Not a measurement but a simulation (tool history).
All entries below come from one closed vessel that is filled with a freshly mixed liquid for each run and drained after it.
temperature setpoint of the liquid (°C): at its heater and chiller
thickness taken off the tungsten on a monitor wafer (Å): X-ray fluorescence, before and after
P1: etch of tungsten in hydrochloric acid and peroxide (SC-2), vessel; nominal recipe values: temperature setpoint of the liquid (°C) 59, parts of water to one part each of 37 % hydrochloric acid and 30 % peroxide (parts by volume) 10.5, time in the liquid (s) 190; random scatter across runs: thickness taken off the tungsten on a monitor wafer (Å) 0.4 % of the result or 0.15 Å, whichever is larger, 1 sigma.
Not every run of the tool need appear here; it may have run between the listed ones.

| run | day | temperature setpoint of the liquid (°C) | parts of water to one part each of 37 % hydrochloric acid and 30 % peroxide (parts by volume) | time in the liquid (s) | thickness taken off the tungsten on a monitor wafer (Å) |
|---|---|---|---|---|---|
| 1 | 0.292 | 59 | 10.5 | 190 | 372.78 |
| 2 | 0.504 | 59 | 10.5 | 190 | 373.54 |
| 3 | 0.908 | 59 | 14 | 190 | 291.48 |
| 4 | 1.204 | 72 | 10.5 | 190 | 819.86 |
| 5 | 1.562 | 59 | 10.5 | 190 | 369.49 |
| 6 | 1.854 | 59 | 10.5 | 365 | 717.66 |
| 7 | 2.046 | 59 | 4 | 190 | 780.44 |
| 8 | 2.371 | 59 | 10.5 | 190 | 376.19 |
| 9 | 2.642 | 48 | 10.5 | 190 | 182.5 |
| 10 | 2.838 | 59 | 10.5 | 190 | 373.27 |
|  | 2.867 | chemicals flow meter replaced |
| 11 | 3.104 | 59 | 10.5 | 80 | 158.39 |
| 12 | 3.488 | 67.5 | 10.5 | 375 | 1250.8 |
| 13 | 3.762 | 59 | 10.5 | 190 | 376.36 |
| 14 | 4.054 | 59 | 10.5 | 190 | 372.71 |
| 15 | 4.458 | 59 | 10.5 | 190 | 386.89 |
| 16 | 4.867 | 59 | 10.5 | 190 | 397.13 |
| 17 | 5.096 | 59 | 10.5 | 190 | 400.76 |
| 18 | 5.442 | 59 | 10.5 | 190 | 407.02 |
| 19 | 5.708 | 59 | 10.5 | 190 | 403.7 |
| 20 | 6.083 | 59 | 10.5 | 190 | 404.14 |

Something has made what P1 gives creep away from where it was; the 2 causes below, each at its own stated size, fit the log equally well:
A: liquid hotter than its thermometer reads (K) = 1.29
B: chemicals flow above the setpoint (%) = 10.2
At approximately day 4.054, the process output began to creep.
What rules out each remaining cause:
peroxide weaker than its label (%): 8 at the very most, moving thickness taken off the tungsten on a monitor wafer (Å) by -7.4 %, which is either too weak or the wrong sign

Each of the check runs listed below is run on 2 wafers and reports their average, with the results left as question marks. Pick the one under which the possible causes would lead to clearly different results.
| check 1 | 6.458 | 68 | 7.5 | 190 | ? |
| check 2 | 6.458 | 53 | 4 | 190 | ? |
| check 3 | 6.458 | 69 | 10.5 | 360 | ? |
| check 4 | 6.458 | 59 | 14 | 190 | ? |

If the cause were each of the candidates in turn, the checks would give the following:
| check | result | if A | if B |
|---|---|---|---|
| check 1 | thickness taken off the tungsten on a monitor wafer (Å) | 922.76 | 921.82 |
| check 2 | thickness taken off the tungsten on a monitor wafer (Å) | 575.63 | 563.98 |
| check 3 | thickness taken off the tungsten on a monitor wafer (Å) | 1409.8 | 1416.2 |
| check 4 | thickness taken off the tungsten on a monitor wafer (Å) | 316.48 | 317.55 |
Distance between the nearest two causes, measured in the result of the check that separates them most: check 1 0.1 %; check 2 2.05 %; check 3 0.45 %; check 4 0.34 %
Check 2 is the one run that separates the causes; every other check would come out nearly the same whichever cause is at work.

Check 2 has now been run. It gave: thickness taken off the tungsten on a monitor wafer (Å) 565.59. Which of the candidate causes is it?

It was cause B: chemicals flow above the setpoint (%).
